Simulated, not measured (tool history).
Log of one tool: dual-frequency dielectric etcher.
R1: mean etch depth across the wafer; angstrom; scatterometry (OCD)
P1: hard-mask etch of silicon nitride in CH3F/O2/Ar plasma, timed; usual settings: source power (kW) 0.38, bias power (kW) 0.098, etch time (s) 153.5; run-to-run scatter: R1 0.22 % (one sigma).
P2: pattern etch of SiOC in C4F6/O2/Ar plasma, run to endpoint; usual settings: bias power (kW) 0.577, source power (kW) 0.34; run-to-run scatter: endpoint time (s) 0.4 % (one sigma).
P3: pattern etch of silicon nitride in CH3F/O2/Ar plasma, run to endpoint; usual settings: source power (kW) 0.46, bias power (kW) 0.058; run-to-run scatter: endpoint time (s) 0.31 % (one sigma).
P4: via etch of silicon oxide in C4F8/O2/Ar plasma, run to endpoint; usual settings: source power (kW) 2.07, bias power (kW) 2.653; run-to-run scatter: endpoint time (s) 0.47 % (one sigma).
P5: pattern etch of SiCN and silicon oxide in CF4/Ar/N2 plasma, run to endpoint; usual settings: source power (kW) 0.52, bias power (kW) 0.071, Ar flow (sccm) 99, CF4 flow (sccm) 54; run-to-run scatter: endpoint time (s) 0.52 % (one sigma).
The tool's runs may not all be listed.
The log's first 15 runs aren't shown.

run 16 hour=165 | process_that_ran=P5 source_power_(kW)=0.52 bias_power_(kW)=0.071 Ar_flow_(sccm)=77 CF4_flow_(sccm)=54 | endpoint_time_(s)=12.372
run 17 hour=175.9 | process_that_ran=P1 source_power_(kW)=0.38 bias_power_(kW)=0.098 etch_time_(s)=107 | R1=824.77
run 18 hour=185.1 | process_that_ran=P1 source_power_(kW)=0.54 bias_power_(kW)=0.098 etch_time_(s)=153.5 | R1=1348.5
run 19 hour=193.3 | process_that_ran=P1 source_power_(kW)=0.38 bias_power_(kW)=0.098 etch_time_(s)=153.5 | R1=1183.7
run 20 hour=203.9 | process_that_ran=P2 source_power_(kW)=0.43 bias_power_(kW)=0.577 | endpoint_time_(s)=9.2213
run 21 hour=210.1 | process_that_ran=P2 source_power_(kW)=0.34 bias_power_(kW)=0.577 | endpoint_time_(s)=10.01
run 22 hour=222 | process_that_ran=P5 source_power_(kW)=0.52 bias_power_(kW)=0.1 Ar_flow_(sccm)=99 CF4_flow_(sccm)=54 | endpoint_time_(s)=11.338
run 23 hour=231.6 | process_that_ran=P5 source_power_(kW)=0.52 bias_power_(kW)=0.071 Ar_flow_(sccm)=99 CF4_flow_(sccm)=54 | endpoint_time_(s)=12.847
run 24 hour=240.9 | process_that_ran=P3 source_power_(kW)=0.46 bias_power_(kW)=0.058 | endpoint_time_(s)=38.531

Run 25 comes next. What will it give?
run 25 hour=249.2 | process_that_ran=P1 source_power_(kW)=0.38 bias_power_(kW)=0.098 etch_time_(s)=193 | R1=?

R1: 1485.1 angstrom
